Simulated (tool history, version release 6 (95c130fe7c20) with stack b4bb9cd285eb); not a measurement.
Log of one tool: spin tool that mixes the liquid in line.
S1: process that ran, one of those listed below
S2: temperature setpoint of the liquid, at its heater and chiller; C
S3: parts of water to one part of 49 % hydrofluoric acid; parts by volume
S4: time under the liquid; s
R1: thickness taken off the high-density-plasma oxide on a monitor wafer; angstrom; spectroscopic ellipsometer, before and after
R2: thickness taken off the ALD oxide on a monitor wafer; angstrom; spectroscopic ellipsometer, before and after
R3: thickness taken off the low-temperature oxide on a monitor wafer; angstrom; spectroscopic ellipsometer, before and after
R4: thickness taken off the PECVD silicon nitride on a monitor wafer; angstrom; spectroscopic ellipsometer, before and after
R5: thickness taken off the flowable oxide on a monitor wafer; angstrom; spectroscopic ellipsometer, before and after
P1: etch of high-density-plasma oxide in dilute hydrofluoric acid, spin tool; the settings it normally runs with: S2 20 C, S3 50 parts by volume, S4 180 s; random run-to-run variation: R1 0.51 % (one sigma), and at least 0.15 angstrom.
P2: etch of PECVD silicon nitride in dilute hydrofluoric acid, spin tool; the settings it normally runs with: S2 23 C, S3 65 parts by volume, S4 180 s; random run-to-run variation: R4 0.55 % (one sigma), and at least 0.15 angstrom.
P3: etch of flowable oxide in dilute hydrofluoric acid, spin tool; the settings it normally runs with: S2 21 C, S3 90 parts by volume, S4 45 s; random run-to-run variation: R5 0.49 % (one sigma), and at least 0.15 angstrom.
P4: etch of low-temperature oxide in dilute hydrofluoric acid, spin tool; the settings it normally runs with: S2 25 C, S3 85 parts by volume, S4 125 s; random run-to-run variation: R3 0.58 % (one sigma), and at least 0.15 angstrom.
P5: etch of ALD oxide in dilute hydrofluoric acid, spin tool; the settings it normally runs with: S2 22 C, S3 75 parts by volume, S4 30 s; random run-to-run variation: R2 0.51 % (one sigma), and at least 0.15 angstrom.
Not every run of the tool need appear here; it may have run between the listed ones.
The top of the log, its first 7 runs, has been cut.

{"run": 8, "hour": 56.5, "S1": "P1", "S2": 20, "S3": 50, "S4": 35, "R1": 31.934}
{"run": 9, "hour": 63.0, "S1": "P4", "S2": 25, "S3": 85, "S4": 125, "R3": 240.52}
{"run": 10, "hour": 72.0, "S1": "P1", "S2": 20, "S3": 50, "S4": 180, "R1": 165.89}
{"run": 11, "hour": 79.4, "S1": "P1", "S2": 20, "S3": 50, "S4": 180, "R1": 163.93}
{"run": 12, "hour": 86.9, "S1": "P1", "S2": 20, "S3": 50, "S4": 275, "R1": 251.77}
{"run": 13, "hour": 95.8, "S1": "P5", "S2": 22, "S3": 20, "S4": 30, "R2": 388.11}
{"run": 14, "hour": 100.1, "S1": "P4", "S2": 25, "S3": 115, "S4": 125, "R3": 172.08}
{"run": 15, "hour": 105.8, "S1": "P3", "S2": 21, "S3": 90, "S4": 80, "R5": 519.88}
{"run": 16, "hour": 112.7, "S1": "P3", "S2": 17, "S3": 90, "S4": 45, "R5": 244.66}
{"run": 17, "hour": 118.2, "S1": "P1", "S2": 27.5, "S3": 50, "S4": 30, "R1": 37.637}
{"run": 18, "hour": 122.7, "S1": "P2", "S2": 23, "S3": 65, "S4": 180, "R4": 44.392}
{"run": 19, "hour": 129.1, "S1": "P1", "S2": 20, "S3": 50, "S4": 180, "R1": 162.78}
{"run": 20, "hour": 137.2, "S1": "P1", "S2": 20, "S3": 75, "S4": 180, "R1": 107.52}
{"run": 21, "hour": 142.3, "S1": "P1", "S2": 20, "S3": 50, "S4": 180, "R1": 164.54}
{"run": 22, "hour": 150.2, "S1": "P3", "S2": 21, "S3": 50, "S4": 45, "R5": 547.61}
{"run": 23, "hour": 155.6, "S1": "P1", "S2": 26, "S3": 50, "S4": 180, "R1": 211.49}
{"run": 24, "hour": 161.5, "S1": "P4", "S2": 25, "S3": 85, "S4": 125, "R3": 238.63}
{"run": 25, "hour": 165.9, "S1": "P1", "S2": 17, "S3": 30, "S4": 180, "R1": 245.79}
{"run": 26, "hour": 170.9, "S1": "P1", "S2": 20, "S3": 20, "S4": 180, "R1": 424.93}
{"run": 27, "hour": 176.9, "S1": "P3", "S2": 21, "S3": 90, "S4": 45, "R5": 292.68}
{"run": 28, "hour": 181.9, "S1": "P2", "S2": 23, "S3": 65, "S4": 70, "R4": 16.874}
{"run": 29, "hour": 188.0, "S1": "P1", "S2": 17, "S3": 50, "S4": 55, "R1": 43.633}
{"run": 30, "hour": 196.5, "S1": "P4", "S2": 25, "S3": 85, "S4": 15, "R3": 28.684}
{"run": 31, "hour": 202.5, "S1": "P5", "S2": 22, "S3": 75, "S4": 30, "R2": 95.621}

What does the tool deliver on the next run?
{"run": 32, "hour": 211.6, "S1": "P5", "S2": 17, "S3": 75, "S4": 30, "R2": "?"}

R2: 79.079 angstrom
